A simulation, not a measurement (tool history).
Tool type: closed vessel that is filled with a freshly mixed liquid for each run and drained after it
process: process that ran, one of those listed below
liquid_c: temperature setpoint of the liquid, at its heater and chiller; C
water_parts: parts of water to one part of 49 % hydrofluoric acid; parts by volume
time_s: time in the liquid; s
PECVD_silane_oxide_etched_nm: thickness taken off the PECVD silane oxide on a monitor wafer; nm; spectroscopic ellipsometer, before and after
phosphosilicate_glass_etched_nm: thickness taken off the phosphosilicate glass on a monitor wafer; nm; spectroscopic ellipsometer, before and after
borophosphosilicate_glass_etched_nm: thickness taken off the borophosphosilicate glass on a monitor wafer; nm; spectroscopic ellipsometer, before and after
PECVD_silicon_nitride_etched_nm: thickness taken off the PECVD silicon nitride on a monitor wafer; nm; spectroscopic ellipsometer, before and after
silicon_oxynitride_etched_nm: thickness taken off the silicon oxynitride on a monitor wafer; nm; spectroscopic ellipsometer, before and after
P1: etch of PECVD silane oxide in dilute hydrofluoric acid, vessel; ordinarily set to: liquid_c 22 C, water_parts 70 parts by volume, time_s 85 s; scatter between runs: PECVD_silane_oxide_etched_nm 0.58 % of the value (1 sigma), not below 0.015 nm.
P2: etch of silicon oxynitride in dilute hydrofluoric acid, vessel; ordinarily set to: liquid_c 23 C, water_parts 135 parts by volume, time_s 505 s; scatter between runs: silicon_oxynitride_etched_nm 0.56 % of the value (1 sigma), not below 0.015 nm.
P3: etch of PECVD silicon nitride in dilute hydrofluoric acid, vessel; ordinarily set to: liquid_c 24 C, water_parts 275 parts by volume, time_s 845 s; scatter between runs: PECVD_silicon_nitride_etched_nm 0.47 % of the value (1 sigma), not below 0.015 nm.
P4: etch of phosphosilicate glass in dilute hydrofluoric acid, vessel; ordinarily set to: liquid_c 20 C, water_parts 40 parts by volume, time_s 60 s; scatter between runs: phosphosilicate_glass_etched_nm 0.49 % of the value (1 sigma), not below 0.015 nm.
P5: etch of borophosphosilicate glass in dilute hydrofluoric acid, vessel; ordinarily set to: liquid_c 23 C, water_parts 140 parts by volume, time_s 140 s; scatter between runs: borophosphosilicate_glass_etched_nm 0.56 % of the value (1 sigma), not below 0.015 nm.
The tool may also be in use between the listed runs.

run	day	process	liquid_c	water_parts	time_s	hours since the thermometer was replaced	hours since the hydrofluoric acid flow meter was replaced	PECVD_silane_oxide_etched_nm	phosphosilicate_glass_etched_nm	borophosphosilicate_glass_etched_nm	PECVD_silicon_nitride_etched_nm	silicon_oxynitride_etched_nm
1	0.175	P1	22	70	85	1628	461	45.579				
2	0.367	P1	22	70	85	1632.6	465.6	46.189				
3	0.542	P4	17	40	60	1636.8	469.8		226.14			
4	0.671	P5	23	140	210	1639.9	472.9			76.202		
5	0.821	P3	24	275	845	1643.5	476.5				11.532	
6	0.925	P4	20	40	60	1646	479		257.4			
7	1.058	P2	23	205	505	1649.2	482.2					10.75
8	1.225	P1	17	70	85	1653.2	486.2	37.562				
9	1.429	P1	22	70	85	1658.1	491.1	46.119				
10	1.558	P5	18	140	140	1661.2	494.2			41.701		
11	1.688	P4	20	40	60	1664.3	497.3		258.47			
12	1.858	P1	22	20	85	1668.4	501.4	172.45				
13	2.062	P1	22	70	85	1673.3	506.3	46.268				
14	2.25	P1	22	70	140	1677.8	510.8	75.68				
15	2.425	P2	28.5	135	505	1682	515					22.079
16	2.625	P2	23	135	895	1686.8	519.8					30.623
17	2.808	P1	29.5	70	85	1691.2	524.2	62.131				
18	2.904	P5	23	140	140	1693.5	526.5			50.867		
19	3.033	P3	24	135	845	1696.6	529.6				23.356	
20	3.162	P5	23	235	140	1699.7	532.7			27.414		
21	3.312	P2	23	135	505	1703.3	536.3					17.333
22	3.458	P1	22	70	85	1706.8	539.8	46.243				
23	3.6	P1	22	95	50	1710.2	543.2	19.483				
24	3.792	P4	20	40	30	1714.8	547.8		129.35			
25	3.975	P3	31.5	275	845	1719.2	552.2				17.834	
26	4.071	P1	22	70	35	1721.5	554.5	18.976				
27	4.233	P3	24	275	160	1725.4	558.4				2.1711	
28	4.342	P1	22	125	85	1728	561	24.289				
29	4.479	P4	20	60	60	1731.3	564.3		167.3			
30	4.596	P1	22	70	85	1734.1	567.1	46.463				
31	4.775	P1	22	70	85	1738.4	571.4	47.302				
32	4.996	P1	22	70	85	1743.7	576.7	49.422				

Predict the results of run 33:
33	5.142	P1	22	70	85	1747.2	580.2	?				

PECVD_silane_oxide_etched_nm: 49.426 nm
